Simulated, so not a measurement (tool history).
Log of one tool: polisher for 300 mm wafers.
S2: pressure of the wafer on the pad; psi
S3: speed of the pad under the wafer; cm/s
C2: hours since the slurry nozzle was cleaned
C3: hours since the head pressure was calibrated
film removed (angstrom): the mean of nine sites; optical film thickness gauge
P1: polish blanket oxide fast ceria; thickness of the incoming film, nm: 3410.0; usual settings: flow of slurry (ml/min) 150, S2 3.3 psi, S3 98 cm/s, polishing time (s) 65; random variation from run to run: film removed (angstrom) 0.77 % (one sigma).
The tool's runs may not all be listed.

run 1 day=0.442 | flow_of_slurry_(ml/min)=150 S2=3.3 S3=98 polishing_time_(s)=65 | wafers_polished_on_this_pad=254 C2=100.7 C3=262.6 | film_removed_(angstrom)=13686.0
run 2 day=0.983 | flow_of_slurry_(ml/min)=90 S2=3.3 S3=98 polishing_time_(s)=65 | wafers_polished_on_this_pad=377 C2=113.7 C3=275.6 | film_removed_(angstrom)=12487.0
run 3 day=1.483 | flow_of_slurry_(ml/min)=150 S2=3.3 S3=98 polishing_time_(s)=103 | wafers_polished_on_this_pad=492 C2=125.7 C3=287.6 | film_removed_(angstrom)=22012.0
run 4 day=1.992 | flow_of_slurry_(ml/min)=150 S2=3.3 S3=142 polishing_time_(s)=34 | wafers_polished_on_this_pad=608 C2=137.9 C3=299.8 | film_removed_(angstrom)=10673.0
run 5 day=2.312 | flow_of_slurry_(ml/min)=150 S2=3.3 S3=152 polishing_time_(s)=65 | wafers_polished_on_this_pad=681 C2=145.6 C3=307.5 | film_removed_(angstrom)=21676.0
run 6 day=2.721 | flow_of_slurry_(ml/min)=150 S2=5.3 S3=98 polishing_time_(s)=65 | wafers_polished_on_this_pad=774 C2=155.4 C3=317.3 | film_removed_(angstrom)=21893.0
run 7 day=3.304 | flow_of_slurry_(ml/min)=150 S2=3.3 S3=98 polishing_time_(s)=65 | wafers_polished_on_this_pad=908 C2=169.4 C3=331.3 | film_removed_(angstrom)=13907.0
-- day=3.900 head pressure recalibrated
run 8 day=3.942 | flow_of_slurry_(ml/min)=220 S2=3.3 S3=98 polishing_time_(s)=65 | wafers_polished_on_this_pad=1053 C2=184.7 C3=1.1 | film_removed_(angstrom)=14725.0
run 9 day=4.233 | flow_of_slurry_(ml/min)=150 S2=1.5 S3=98 polishing_time_(s)=65 | wafers_polished_on_this_pad=1120 C2=191.7 C3=8.1 | film_removed_(angstrom)=6306.1
-- day=4.350 slurry nozzle cleaned
run 10 day=4.562 | flow_of_slurry_(ml/min)=150 S2=4.5 S3=98 polishing_time_(s)=95 | wafers_polished_on_this_pad=1195 C2=5.2 C3=16.0 | film_removed_(angstrom)=27737.0
run 11 day=5.204 | flow_of_slurry_(ml/min)=150 S2=3.3 S3=98 polishing_time_(s)=65 | wafers_polished_on_this_pad=1342 C2=20.6 C3=31.4 | film_removed_(angstrom)=13966.0
run 12 day=5.625 | flow_of_slurry_(ml/min)=110 S2=3.3 S3=132 polishing_time_(s)=65 | wafers_polished_on_this_pad=1438 C2=30.7 C3=41.5 | film_removed_(angstrom)=17659.0
run 13 day=6.204 | flow_of_slurry_(ml/min)=150 S2=3.3 S3=70 polishing_time_(s)=65 | wafers_polished_on_this_pad=1570 C2=44.6 C3=55.4 | film_removed_(angstrom)=10013.0
run 14 day=6.583 | flow_of_slurry_(ml/min)=150 S2=3.3 S3=98 polishing_time_(s)=65 | wafers_polished_on_this_pad=1657 C2=53.7 C3=64.5 | film_removed_(angstrom)=13851.0
run 15 day=6.979 | flow_of_slurry_(ml/min)=150 S2=3.3 S3=98 polishing_time_(s)=65 | wafers_polished_on_this_pad=1747 C2=63.2 C3=74.0 | film_removed_(angstrom)=14040.0
run 16 day=7.512 | flow_of_slurry_(ml/min)=150 S2=3.3 S3=98 polishing_time_(s)=39 | wafers_polished_on_this_pad=1869 C2=76.0 C3=86.8 | film_removed_(angstrom)=8410.8
run 17 day=8.162 | flow_of_slurry_(ml/min)=150 S2=3.3 S3=98 polishing_time_(s)=65 | wafers_polished_on_this_pad=2017 C2=91.6 C3=102.4 | film_removed_(angstrom)=13855.0
run 18 day=8.729 | flow_of_slurry_(ml/min)=150 S2=3.3 S3=98 polishing_time_(s)=65 | wafers_polished_on_this_pad=2147 C2=105.2 C3=116.0 | film_removed_(angstrom)=13440.0
run 19 day=9.325 | flow_of_slurry_(ml/min)=150 S2=3.3 S3=98 polishing_time_(s)=65 | wafers_polished_on_this_pad=2283 C2=119.5 C3=130.3 | film_removed_(angstrom)=12960.0
run 20 day=9.771 | flow_of_slurry_(ml/min)=150 S2=3.3 S3=98 polishing_time_(s)=65 | wafers_polished_on_this_pad=2385 C2=130.2 C3=141.0 | film_removed_(angstrom)=12917.0
-- day=10.288 worn pad replaced by a new one
run 21 day=10.288 | flow_of_slurry_(ml/min)=150 S2=3.3 S3=98 polishing_time_(s)=65 | wafers_polished_on_this_pad=0 C2=142.6 C3=153.4 | film_removed_(angstrom)=12852.0
run 22 day=10.646 | flow_of_slurry_(ml/min)=150 S2=3.3 S3=98 polishing_time_(s)=65 | wafers_polished_on_this_pad=82 C2=151.2 C3=162.0 | film_removed_(angstrom)=12695.0
run 23 day=11.179 | flow_of_slurry_(ml/min)=150 S2=3.3 S3=98 polishing_time_(s)=65 | wafers_polished_on_this_pad=203 C2=164.0 C3=174.8 | film_removed_(angstrom)=12553.0
run 24 day=11.808 | flow_of_slurry_(ml/min)=150 S2=3.3 S3=98 polishing_time_(s)=65 | wafers_polished_on_this_pad=347 C2=179.1 C3=189.9 | film_removed_(angstrom)=12555.0
run 25 day=12.183 | flow_of_slurry_(ml/min)=150 S2=3.3 S3=98 polishing_time_(s)=65 | wafers_polished_on_this_pad=433 C2=188.1 C3=198.9 | film_removed_(angstrom)=12735.0
run 26 day=12.521 | flow_of_slurry_(ml/min)=150 S2=3.3 S3=98 polishing_time_(s)=65 | wafers_polished_on_this_pad=510 C2=196.2 C3=207.0 | film_removed_(angstrom)=12594.0
run 27 day=12.804 | flow_of_slurry_(ml/min)=150 S2=3.3 S3=98 polishing_time_(s)=65 | wafers_polished_on_this_pad=575 C2=203.0 C3=213.8 | film_removed_(angstrom)=12642.0

What P1 gives has crept away from where it was. These 2 causes fit the log equally well, each at the size given:
A: head's pressure below its setpoint, % = 9.45
B: slurry flow missing at the pad, % = 37.1
The creep began at about day 8.162.
Why every other cause is out:
removal rate lost through wear of the pad, %: serviced at day 10.288, which brought nothing back

4 check runs are offered, each on 3 wafers whose results are averaged, their results left as question marks. Which one tells the causes apart?
run check 1 day=13.088 | flow_of_slurry_(ml/min)=150 S2=5.1 S3=98 polishing_time_(s)=65 | film_removed_(angstrom)=?
run check 2 day=13.088 | flow_of_slurry_(ml/min)=150 S2=1.5 S3=98 polishing_time_(s)=65 | film_removed_(angstrom)=?
run check 3 day=13.088 | flow_of_slurry_(ml/min)=150 S2=3.3 S3=148 polishing_time_(s)=65 | film_removed_(angstrom)=?
run check 4 day=13.088 | flow_of_slurry_(ml/min)=105 S2=3.3 S3=98 polishing_time_(s)=83 | film_removed_(angstrom)=?

What each check would give under each cause:
check=check_1 result=film_removed_(angstrom) if_A=19475.0 if_B=19478.0
check=check_2 result=film_removed_(angstrom) if_A=5727.9 if_B=5728.9
check=check_3 result=film_removed_(angstrom) if_A=19031.0 if_B=19034.0
check=check_4 result=film_removed_(angstrom) if_A=14966.0 if_B=14433.0
How far apart the two closest causes lie, in the result that separates them most: check 1 0.02 %; check 2 0.02 %; check 3 0.02 %; check 4 3.63 %
Only check 4 tells the causes apart: in the others they would give nearly the same result.

Check 4 was then run and gave: film removed (angstrom) 15061.0. Which cause is it?

It is A: head's pressure below its setpoint, %.

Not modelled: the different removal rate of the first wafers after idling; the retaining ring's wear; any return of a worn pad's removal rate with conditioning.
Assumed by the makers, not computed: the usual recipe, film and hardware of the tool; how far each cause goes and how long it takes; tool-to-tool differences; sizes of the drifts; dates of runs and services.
